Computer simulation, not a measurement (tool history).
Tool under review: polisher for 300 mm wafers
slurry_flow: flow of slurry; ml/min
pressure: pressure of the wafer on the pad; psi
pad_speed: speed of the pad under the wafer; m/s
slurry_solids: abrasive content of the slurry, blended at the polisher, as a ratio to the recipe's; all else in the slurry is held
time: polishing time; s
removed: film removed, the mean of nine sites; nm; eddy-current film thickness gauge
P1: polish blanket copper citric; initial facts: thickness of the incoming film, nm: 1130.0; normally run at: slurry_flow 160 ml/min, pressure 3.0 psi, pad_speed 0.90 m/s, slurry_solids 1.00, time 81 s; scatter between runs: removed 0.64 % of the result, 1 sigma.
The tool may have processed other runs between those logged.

run 1 hour=7.0 | slurry_flow=160 pressure=3.0 pad_speed=0.90 slurry_solids=1.00 time=81 | removed=191.750
run 2 hour=19.7 | slurry_flow=160 pressure=3.0 pad_speed=0.90 slurry_solids=0.55 time=81 | removed=170.550
run 3 hour=32.1 | slurry_flow=160 pressure=3.0 pad_speed=0.90 slurry_solids=1.00 time=50 | removed=120.790
run 4 hour=43.0 | slurry_flow=160 pressure=3.0 pad_speed=0.90 slurry_solids=1.45 time=81 | removed=211.420
run 5 hour=53.8 | slurry_flow=220 pressure=3.0 pad_speed=0.90 slurry_solids=1.00 time=108 | removed=268.280
run 6 hour=68.4 | slurry_flow=160 pressure=3.0 pad_speed=0.90 slurry_solids=1.00 time=81 | removed=192.220
run 7 hour=82.9 | slurry_flow=240 pressure=3.0 pad_speed=0.90 slurry_solids=1.00 time=81 | removed=203.730
run 8 hour=91.9 | slurry_flow=160 pressure=3.0 pad_speed=0.90 slurry_solids=1.00 time=81 | removed=194.460
run 9 hour=101.6 | slurry_flow=95 pressure=3.0 pad_speed=0.90 slurry_solids=1.00 time=81 | removed=173.890
run 10 hour=111.5 | slurry_flow=160 pressure=4.2 pad_speed=0.90 slurry_solids=1.00 time=81 | removed=270.460
run 11 hour=125.1 | slurry_flow=160 pressure=3.0 pad_speed=0.40 slurry_solids=1.00 time=81 | removed=89.707
run 12 hour=135.4 | slurry_flow=160 pressure=3.0 pad_speed=1.36 slurry_solids=1.00 time=81 | removed=289.990
run 13 hour=147.2 | slurry_flow=160 pressure=3.0 pad_speed=0.90 slurry_solids=1.00 time=81 | removed=195.210
run 14 hour=155.3 | slurry_flow=160 pressure=3.0 pad_speed=0.90 slurry_solids=1.00 time=125 | removed=298.700
run 15 hour=168.2 | slurry_flow=160 pressure=1.8 pad_speed=0.90 slurry_solids=1.00 time=81 | removed=118.620
run 16 hour=175.3 | slurry_flow=160 pressure=3.0 pad_speed=0.90 slurry_solids=1.00 time=81 | removed=192.250
run 17 hour=183.1 | slurry_flow=160 pressure=3.0 pad_speed=0.90 slurry_solids=1.00 time=81 | removed=188.400
run 18 hour=191.0 | slurry_flow=160 pressure=3.0 pad_speed=0.90 slurry_solids=1.00 time=81 | removed=183.740
run 19 hour=199.1 | slurry_flow=160 pressure=3.0 pad_speed=0.90 slurry_solids=1.00 time=81 | removed=180.360
-- hour=207.3 head pressure recalibrated
run 20 hour=209.4 | slurry_flow=160 pressure=3.0 pad_speed=0.90 slurry_solids=1.00 time=81 | removed=180.340
run 21 hour=219.6 | slurry_flow=160 pressure=3.0 pad_speed=0.90 slurry_solids=1.00 time=81 | removed=178.390
-- hour=220.1 slurry blender recalibrated
run 22 hour=228.7 | slurry_flow=160 pressure=3.0 pad_speed=0.90 slurry_solids=1.00 time=81 | removed=177.200
run 23 hour=238.1 | slurry_flow=160 pressure=3.0 pad_speed=0.90 slurry_solids=1.00 time=81 | removed=178.310

The output of P1 has drifted from where it used to be. Each of the 2 causes below, taken at the size shown beside it, accounts for the log equally well:
A: removal rate lost through wear of the pad, % = 7.97
B: slurry flow missing at the pad, % = 34
Creep in the process output first set in at about hour 175.3.
Each remaining cause and why it is not a fit:
head's pressure below its setpoint, %: serviced after onset, at hour 207.3, with no recovery of the prior output
abrasive missing from the slurry, %: serviced after onset, at hour 220.1, with no recovery of the prior output

Consider the 4 single-wafer check runs listed below, results given as question marks: which one distinguishes between the causes by giving clearly different results for each?
run check 1 hour=247.5 | slurry_flow=95 pressure=4.0 pad_speed=0.90 slurry_solids=1.00 time=81 | removed=?
run check 2 hour=247.5 | slurry_flow=160 pressure=3.0 pad_speed=0.90 slurry_solids=1.45 time=81 | removed=?
run check 3 hour=247.5 | slurry_flow=160 pressure=3.0 pad_speed=0.48 slurry_solids=1.00 time=81 | removed=?
run check 4 hour=247.5 | slurry_flow=160 pressure=3.0 pad_speed=0.46 slurry_solids=1.00 time=81 | removed=?

Check results expected under each cause:
check=check_1 result=removed if_A=211.980 if_B=202.040
check=check_2 result=removed if_A=193.720 if_B=193.730
check=check_3 result=removed if_A=97.466 if_B=97.473
check=check_4 result=removed if_A=93.603 if_B=93.610
Smallest distance between any two causes, each pair judged by its most separating result, in per cent: check 1 4.81 %; check 2 0.01 %; check 3 0.01 %; check 4 0.01 %
Only in check 1 would the causes give clearly different results; in the remaining checks their results would be nearly the same.

With check 1 done, the readings were: removed 210.930 nm. Identify which of the listed causes applies.

The correct cause is A, namely: removal rate lost through wear of the pad, %.

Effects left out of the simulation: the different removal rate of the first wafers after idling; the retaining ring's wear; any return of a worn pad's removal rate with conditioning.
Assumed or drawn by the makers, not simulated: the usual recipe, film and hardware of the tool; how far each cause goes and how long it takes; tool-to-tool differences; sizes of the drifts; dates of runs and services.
